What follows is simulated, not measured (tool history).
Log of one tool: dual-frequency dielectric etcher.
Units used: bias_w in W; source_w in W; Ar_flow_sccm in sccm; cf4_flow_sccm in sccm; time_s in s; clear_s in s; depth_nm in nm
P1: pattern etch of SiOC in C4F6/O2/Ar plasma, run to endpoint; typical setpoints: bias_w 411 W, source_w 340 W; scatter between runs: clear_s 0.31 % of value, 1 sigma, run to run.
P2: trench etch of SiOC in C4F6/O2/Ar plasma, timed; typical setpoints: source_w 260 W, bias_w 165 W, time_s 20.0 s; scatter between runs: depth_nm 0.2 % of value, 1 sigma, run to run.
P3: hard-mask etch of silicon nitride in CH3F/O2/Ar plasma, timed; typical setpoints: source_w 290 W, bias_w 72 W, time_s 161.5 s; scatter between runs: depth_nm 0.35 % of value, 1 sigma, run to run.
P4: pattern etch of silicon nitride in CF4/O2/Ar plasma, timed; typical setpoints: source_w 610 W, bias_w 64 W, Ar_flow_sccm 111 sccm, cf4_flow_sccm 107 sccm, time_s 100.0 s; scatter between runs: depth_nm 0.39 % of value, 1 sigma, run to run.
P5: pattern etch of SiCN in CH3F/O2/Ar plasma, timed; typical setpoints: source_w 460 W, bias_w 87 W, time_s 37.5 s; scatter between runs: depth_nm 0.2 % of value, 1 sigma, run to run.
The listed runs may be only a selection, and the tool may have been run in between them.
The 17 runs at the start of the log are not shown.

run   hour  process  bias_w  source_w  Ar_flow_sccm  cf4_flow_sccm  time_s  hours since the last wet clean  hours since the last bias power generator calibration  hours since the last source power generator calibration  clear_s  depth_nm
 18  145.1       P3      53       290                                161.5                            40.1                                                   95.2                                                    870.3             90.937
 19  155.9       P4      64       610           111            107   100.0                            50.9                                                  106.0                                                    881.1            250.370
 20  166.8       P2     201       260                                 20.0                            61.8                                                  116.9                                                    892.0             35.884
 21  172.7       P3      72       200                                161.5                            67.7                                                  122.8                                                    897.9             88.367
 22  178.2       P5      57       460                                 37.5                            73.2                                                  128.3                                                    903.4             13.559
 23  186.4       P5      87       460                                 29.0                            81.4                                                  136.5                                                    911.6             12.156
     189.4  -- source power generator calibrated
 24  192.8       P1     411       340                                                                 87.8                                                  142.9                                                      3.5   11.508
 25  197.8       P4      64       610           111            107   100.0                            92.8                                                  147.9                                                      8.5            251.600
 26  203.1       P3      72       290                                161.5                            98.1                                                  153.2                                                     13.8            101.420
 27  213.7       P5      87       460                                 37.5                           108.7                                                  163.8                                                     24.4             15.645
 28  224.1       P4      64       860           111            107   100.0                           119.1                                                  174.2                                                     34.8            338.450
 29  231.8       P4      64       610           143            107   100.0                           126.8                                                  181.9                                                     42.5            243.550
 30  238.3       P1     511       340                                                                133.3                                                  188.4                                                     49.0   10.593
 31  248.8       P1     336       340                                                                143.8                                                  198.9                                                     59.5   12.377
 32  259.7       P1     411       340                                                                154.7                                                  209.8                                                     70.4   11.403

Run 33 has not been measured yet. What should we expect?
 33  268.8       P1     411       340                                                                163.8                                                  218.9                                                     79.5        ?

Run 33 measured clear_s 11.357 s.
